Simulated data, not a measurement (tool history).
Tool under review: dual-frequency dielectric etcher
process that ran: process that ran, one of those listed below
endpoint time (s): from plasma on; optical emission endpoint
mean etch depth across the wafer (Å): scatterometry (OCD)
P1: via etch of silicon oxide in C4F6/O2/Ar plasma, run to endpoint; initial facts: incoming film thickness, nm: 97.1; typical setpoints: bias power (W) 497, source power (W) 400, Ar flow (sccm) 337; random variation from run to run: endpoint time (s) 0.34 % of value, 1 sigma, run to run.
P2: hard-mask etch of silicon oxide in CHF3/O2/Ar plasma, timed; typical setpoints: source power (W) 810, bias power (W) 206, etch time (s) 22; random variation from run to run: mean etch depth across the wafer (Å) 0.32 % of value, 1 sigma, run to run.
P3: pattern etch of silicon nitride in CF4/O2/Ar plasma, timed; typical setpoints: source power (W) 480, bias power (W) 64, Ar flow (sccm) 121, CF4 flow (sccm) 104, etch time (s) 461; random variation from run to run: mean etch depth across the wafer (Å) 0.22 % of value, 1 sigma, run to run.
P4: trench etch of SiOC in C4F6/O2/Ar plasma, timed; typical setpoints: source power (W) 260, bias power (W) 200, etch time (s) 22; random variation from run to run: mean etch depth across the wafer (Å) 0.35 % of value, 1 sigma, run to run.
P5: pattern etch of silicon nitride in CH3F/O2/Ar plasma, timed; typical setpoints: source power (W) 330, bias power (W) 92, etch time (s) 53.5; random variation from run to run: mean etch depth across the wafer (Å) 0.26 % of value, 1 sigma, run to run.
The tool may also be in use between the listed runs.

run	hour	process that ran	bias power (W)	source power (W)	Ar flow (sccm)	etch time (s)	CF4 flow (sccm)	endpoint time (s)	mean etch depth across the wafer (Å)
1	8.1	P1	497	400	337			21.752	
2	15.3	P1	497	400	337			21.743	
3	24.7	P2	206	810		14			322.13
4	29.5	P5	92	330		41.5			303.55
5	35.6	P3	64	480	121	323	104		6431.4
6	43.3	P4	200	200		22			367.46
7	52.6	P4	280	260		22			457.89
8	60.2	P5	92	200		53.5			326.7
9	66.3	P1	497	400	408			22.259	
10	72.8	P1	497	260	337			25.379	
11	81.6	P1	497	400	337			21.696	
12	86.1	P2	142	810		22			450.3
13	92.8	P3	91	480	121	461	104		10548
14	100.6	P5	58	330		53.5			333.12
15	110.8	P1	497	480	431			20.92	
16	116.4	P1	321	400	337			25.549	
17	121.8	P2	206	570		22			443.44
18	127.1	P4	200	260		29.5			546.18
19	136.6	P3	64	480	144	461	104		8974.5
20	143.1	P3	64	480	121	461	78		8879.2
21	150.9	P1	363	330	337			26.286	
# hour 152.3: source power generator calibrated
22	160.1	P1	624	400	337			19.961	
23	168.9	P1	497	400	337			21.603	
24	174.2	P1	497	400	337			21.783	
25	184.1	P3	64	480	121	461	104		9189.5
26	193.3	P3	64	360	121	461	104		7176
27	198.5	P4	200	260		22			406.58
28	208.6	P1	497	520	337			19.71	
29	213.3	P1	497	400	337			21.747	
30	221.6	P1	497	400	233			20.872	
31	226.5	P1	497	560	280			18.812	
32	232.5	P5	92	330		53.5			392.31
33	241.4	P2	206	810		22			507.17
34	247.5	P1	497	400	337			21.813	
35	252.4	P1	497	400	337			21.539	
36	257.8	P1	497	400	337			21.534	
37	266.9	P1	497	400	337			21.428	
38	273.7	P1	497	400	337			21.404	
39	283.8	P1	497	400	337			21.474	
40	289.2	P1	497	400	337			21.337	
41	294.3	P1	497	400	337			21.354	
# hour 296.2: Ar flow controller replaced
42	298.8	P1	497	400	337			21.407	
# hour 305.6: wet clean of the chamber
43	308.2	P1	497	400	337			21.341	
44	316.2	P1	497	400	337			21.485	
45	325.7	P1	497	400	337			21.387	

The log shows P1 creeping away from where it was. Any of the 2 causes listed here, at the size stated for it, fits the log just as well as the others:
A: bias power that arrives over what is set, % = 4.65
B: source power that arrives over what is set, % = 4.72
The process output started creeping at around hour 247.5.
The rest of the possible causes, and what rules out each one:
chamber walls in a state that raises the etch rate, %: work on it at hour 305.6, done after the drift set in, did not restore what the process gave before
Ar flow that arrives under what is set, %: work on it at hour 296.2, done after the drift set in, did not restore what the process gave before

4 check runs are offered, one wafer each, their results left as question marks. Which one tells the causes apart?
check 1	335.2	P5	92	330		53.5			?
check 2	335.2	P4	200	260		22			?
check 3	335.2	P2	206	810		22			?
check 4	335.2	P3	64	480	121	461	104		?

Predicted outcomes, by check and by cause:
check	result	if A	if B
check 1	mean etch depth across the wafer (Å)	398.93	399.13
check 2	mean etch depth across the wafer (Å)	413.47	414.49
check 3	mean etch depth across the wafer (Å)	515.41	516.53
check 4	mean etch depth across the wafer (Å)	9350.5	9554.5
Smallest distance between any two causes, each pair judged by its most separating result, in per cent: check 1 0.05 %; check 2 0.25 %; check 3 0.22 %; check 4 2.16 %
The other checks would show nearly matching results whichever cause is true, so check 4 is the only one that separates the causes.

Check 4 was then run and gave: mean etch depth across the wafer (Å) 9387.8. Which cause is it?

Of the candidate causes, it is A: bias power that arrives over what is set, %.
